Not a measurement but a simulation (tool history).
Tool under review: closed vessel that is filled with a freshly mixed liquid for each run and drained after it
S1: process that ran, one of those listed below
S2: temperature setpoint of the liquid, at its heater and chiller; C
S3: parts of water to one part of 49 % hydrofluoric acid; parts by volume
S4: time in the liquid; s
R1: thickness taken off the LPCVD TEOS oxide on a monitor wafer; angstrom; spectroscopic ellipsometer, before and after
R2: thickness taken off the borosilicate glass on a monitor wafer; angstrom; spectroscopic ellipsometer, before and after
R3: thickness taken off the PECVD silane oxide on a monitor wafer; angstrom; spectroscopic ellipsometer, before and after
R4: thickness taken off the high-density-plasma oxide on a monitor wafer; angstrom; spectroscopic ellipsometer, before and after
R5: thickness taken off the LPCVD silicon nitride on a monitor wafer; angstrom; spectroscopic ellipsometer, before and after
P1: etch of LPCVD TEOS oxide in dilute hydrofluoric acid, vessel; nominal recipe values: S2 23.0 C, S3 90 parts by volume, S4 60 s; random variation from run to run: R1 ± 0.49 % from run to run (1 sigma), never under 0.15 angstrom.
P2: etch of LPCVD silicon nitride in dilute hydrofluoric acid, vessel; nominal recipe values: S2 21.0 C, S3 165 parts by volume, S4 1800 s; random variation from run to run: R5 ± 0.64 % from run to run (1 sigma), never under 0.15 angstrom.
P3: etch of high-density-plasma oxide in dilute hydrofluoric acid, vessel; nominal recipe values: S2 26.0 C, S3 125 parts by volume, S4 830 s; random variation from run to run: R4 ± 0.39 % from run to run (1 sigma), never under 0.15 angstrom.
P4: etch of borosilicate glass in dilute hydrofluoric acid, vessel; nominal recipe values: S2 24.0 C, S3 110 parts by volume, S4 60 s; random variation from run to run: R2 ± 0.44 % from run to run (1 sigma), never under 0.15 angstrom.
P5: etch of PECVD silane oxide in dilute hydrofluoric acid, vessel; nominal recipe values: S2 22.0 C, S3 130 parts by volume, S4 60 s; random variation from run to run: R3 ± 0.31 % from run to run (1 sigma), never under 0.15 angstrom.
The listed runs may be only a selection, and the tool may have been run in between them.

run 1 hour=8.0 | S1=P1 S2=23.0 S3=90 S4=60 | R1=355.29
run 2 hour=16.9 | S1=P4 S2=24.0 S3=110 S4=30 | R2=116.25
run 3 hour=23.9 | S1=P1 S2=30.5 S3=90 S4=60 | R1=478.98
run 4 hour=36.7 | S1=P1 S2=18.0 S3=90 S4=35 | R1=169.18
run 5 hour=46.9 | S1=P4 S2=24.0 S3=110 S4=60 | R2=233.17
run 6 hour=55.6 | S1=P4 S2=17.0 S3=110 S4=60 | R2=173.80
run 7 hour=68.4 | S1=P5 S2=22.0 S3=230 S4=60 | R3=77.580
run 8 hour=78.3 | S1=P4 S2=24.0 S3=170 S4=60 | R2=140.45
run 9 hour=90.9 | S1=P3 S2=26.0 S3=125 S4=830 | R4=371.03
run 10 hour=102.2 | S1=P1 S2=17.0 S3=90 S4=60 | R1=280.57
run 11 hour=110.1 | S1=P3 S2=26.0 S3=170 S4=830 | R4=259.72
run 12 hour=119.2 | S1=P1 S2=23.0 S3=120 S4=60 | R1=259.37
run 13 hour=130.6 | S1=P1 S2=23.0 S3=90 S4=60 | R1=358.37
run 14 hour=138.9 | S1=P1 S2=23.0 S3=90 S4=60 | R1=358.25
run 15 hour=146.6 | S1=P2 S2=21.0 S3=165 S4=2620 | R5=65.637
run 16 hour=159.0 | S1=P3 S2=26.0 S3=125 S4=435 | R4=195.21
run 17 hour=171.2 | S1=P1 S2=23.0 S3=90 S4=115 | R1=684.74
run 18 hour=177.3 | S1=P2 S2=21.0 S3=165 S4=1800 | R5=43.703
run 19 hour=186.6 | S1=P1 S2=23.0 S3=90 S4=60 | R1=358.88
run 20 hour=196.0 | S1=P5 S2=22.0 S3=130 S4=60 | R3=151.510
run 21 hour=205.8 | S1=P2 S2=21.0 S3=255 S4=1800 | R5=29.087
run 22 hour=214.9 | S1=P1 S2=23.0 S3=90 S4=30 | R1=178.35
run 23 hour=227.6 | S1=P5 S2=17.0 S3=130 S4=60 | R3=124.390
run 24 hour=240.0 | S1=P2 S2=21.0 S3=165 S4=1800 | R5=44.590
run 25 hour=249.6 | S1=P3 S2=26.0 S3=125 S4=830 | R4=371.28
run 26 hour=259.3 | S1=P5 S2=22.0 S3=130 S4=30 | R3=75.776
run 27 hour=267.7 | S1=P1 S2=29.0 S3=90 S4=105 | R1=788.81
run 28 hour=279.8 | S1=P3 S2=21.0 S3=125 S4=830 | R4=306.23
run 29 hour=290.8 | S1=P1 S2=23.0 S3=50 S4=60 | R1=679.56
run 30 hour=303.8 | S1=P2 S2=17.0 S3=165 S4=1800 | R5=33.772
run 31 hour=314.8 | S1=P1 S2=23.0 S3=90 S4=60 | R1=359.55
run 32 hour=324.6 | S1=P1 S2=23.0 S3=90 S4=60 | R1=359.10
run 33 hour=333.6 | S1=P1 S2=23.0 S3=90 S4=60 | R1=352.39
run 34 hour=339.4 | S1=P1 S2=23.0 S3=90 S4=60 | R1=349.17
run 35 hour=351.3 | S1=P1 S2=23.0 S3=90 S4=60 | R1=341.47
run 36 hour=359.2 | S1=P1 S2=23.0 S3=90 S4=60 | R1=337.66
run 37 hour=371.4 | S1=P1 S2=23.0 S3=90 S4=60 | R1=335.02
run 38 hour=382.5 | S1=P1 S2=23.0 S3=90 S4=60 | R1=336.96
run 39 hour=395.1 | S1=P1 S2=23.0 S3=90 S4=60 | R1=338.48
run 40 hour=408.0 | S1=P1 S2=23.0 S3=90 S4=60 | R1=333.74
run 41 hour=417.6 | S1=P1 S2=23.0 S3=90 S4=60 | R1=336.45

The output of P1 has drifted from where it used to be. Each of the 2 causes below, taken at the size shown beside it, accounts for the log equally well:
A: hydrofluoric acid flow below the setpoint (%) = 5.84
B: liquid colder than its thermometer reads (K) = 1.66
The drift started at roughly hour 324.6.

Which of the 4 check runs listed below, each an average over 2 wafers with its results shown as question marks, gives clearly different results under the different listed causes?
run check 1 hour=427.2 | S1=P5 S2=22.0 S3=130 S4=60 | R3=?
run check 2 hour=427.2 | S1=P3 S2=26.0 S3=125 S4=830 | R4=?
run check 3 hour=427.2 | S1=P2 S2=21.0 S3=165 S4=1800 | R5=?
run check 4 hour=427.2 | S1=P4 S2=24.0 S3=110 S4=60 | R2=?

Outcome of each check run for each possible cause:
check=check_1 result=R3 if_A=142.340 if_B=142.770
check=check_2 result=R4 if_A=347.08 if_B=349.12
check=check_3 result=R5 if_A=41.904 if_B=39.807
check=check_4 result=R2 if_A=218.21 if_B=218.78
Distance between the nearest two causes, measured in the result of the check that separates them most: check 1 0.3 %; check 2 0.58 %; check 3 5.13 %; check 4 0.26 %
Only check 3 tells the causes apart: in the others they would give nearly the same result.

Check 3 was carried out, with these results: R5 41.941 angstrom. Which of the listed causes is responsible?

A is the cause: hydrofluoric acid flow below the setpoint (%).

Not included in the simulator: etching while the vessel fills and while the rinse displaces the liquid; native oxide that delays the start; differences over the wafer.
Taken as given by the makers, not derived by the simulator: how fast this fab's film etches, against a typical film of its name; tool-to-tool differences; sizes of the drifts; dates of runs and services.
